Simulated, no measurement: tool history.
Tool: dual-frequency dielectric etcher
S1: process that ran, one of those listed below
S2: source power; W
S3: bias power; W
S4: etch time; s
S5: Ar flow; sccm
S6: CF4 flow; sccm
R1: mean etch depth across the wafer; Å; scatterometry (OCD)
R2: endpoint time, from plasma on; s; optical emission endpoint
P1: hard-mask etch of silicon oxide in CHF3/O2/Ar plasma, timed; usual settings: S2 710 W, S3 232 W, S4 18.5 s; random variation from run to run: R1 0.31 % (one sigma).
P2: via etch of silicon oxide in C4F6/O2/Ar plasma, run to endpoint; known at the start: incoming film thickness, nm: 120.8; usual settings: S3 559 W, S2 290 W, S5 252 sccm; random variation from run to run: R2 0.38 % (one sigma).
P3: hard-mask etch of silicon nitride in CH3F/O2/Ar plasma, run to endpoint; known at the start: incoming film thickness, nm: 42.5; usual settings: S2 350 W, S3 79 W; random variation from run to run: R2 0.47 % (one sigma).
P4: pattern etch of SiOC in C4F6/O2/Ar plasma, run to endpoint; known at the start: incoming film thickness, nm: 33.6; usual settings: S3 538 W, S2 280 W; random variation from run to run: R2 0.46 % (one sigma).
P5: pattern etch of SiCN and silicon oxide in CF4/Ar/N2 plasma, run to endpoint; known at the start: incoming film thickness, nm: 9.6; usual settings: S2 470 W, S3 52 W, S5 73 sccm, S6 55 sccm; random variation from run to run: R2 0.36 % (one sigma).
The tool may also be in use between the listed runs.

run    day  S1   S2   S3    S4   S5  S6      R1      R2
  1  0.171  P1  710  232  18.5           420.90
  2  0.325  P4  280  538                         12.463
  3  0.500  P1  890  188  18.5           425.25
  4  0.583  P4  280  689                         11.438
  5  0.679  P1  710  232  18.5           419.22
  6  0.846  P2  290  559        252              27.830
  7  1.025  P1  990  232  18.5           478.88
  8  1.146  P3  350   79                         63.203
  9  1.229  P5  470   52         73  55          11.446
 10  1.400  P2  290  559        252              27.809
 11  1.571  P1  710  232  11.0           249.46
 12  1.675  P3  350   79                         63.126
 13  1.817  P5  370   52         73  55          14.141
 14  1.988  P2  240  559        252              29.713
 15  2.083  P3  480   79                         56.266
 16  2.162  P4  340  538                         11.616
 17  2.329  P5  470   42         73  55          12.198
 18  2.479  P5  470   52         46  55          10.677
 19  2.571  P1  530  232  18.5           377.98
 20  2.692  P3  350  101                         57.943
 21  2.833  P1  710  189  18.5           393.32
 22  2.979  P1  710  232  23.0           522.91
 23  3.146  P2  290  357        252              32.795
 24  3.283  P5  470   52         73  55          11.356
 25  3.375  P1  930  194  18.5           438.79
 26  3.492  P1  710  232  18.5           423.37
 27  3.642  P2  290  559        165              26.606
 28  3.746  P1  710  232  18.5           420.04
 29  3.896  P1  710  308  18.5           468.04
 30  4.067  P5  470   52         73  71          11.011
 31  4.167  P1  710  232  18.5           420.37
 32  4.350  P1  710  232  18.5           416.45
 33  4.467  P1  710  232  18.5           416.53
     4.554  -- wet clean of the chamber
 34  4.575  P1  710  232  18.5           412.93

The next listed run, before its measurement:
 35  4.671  P1  710  232  18.5           ?

{"run 35": {"R1": 413.33}}
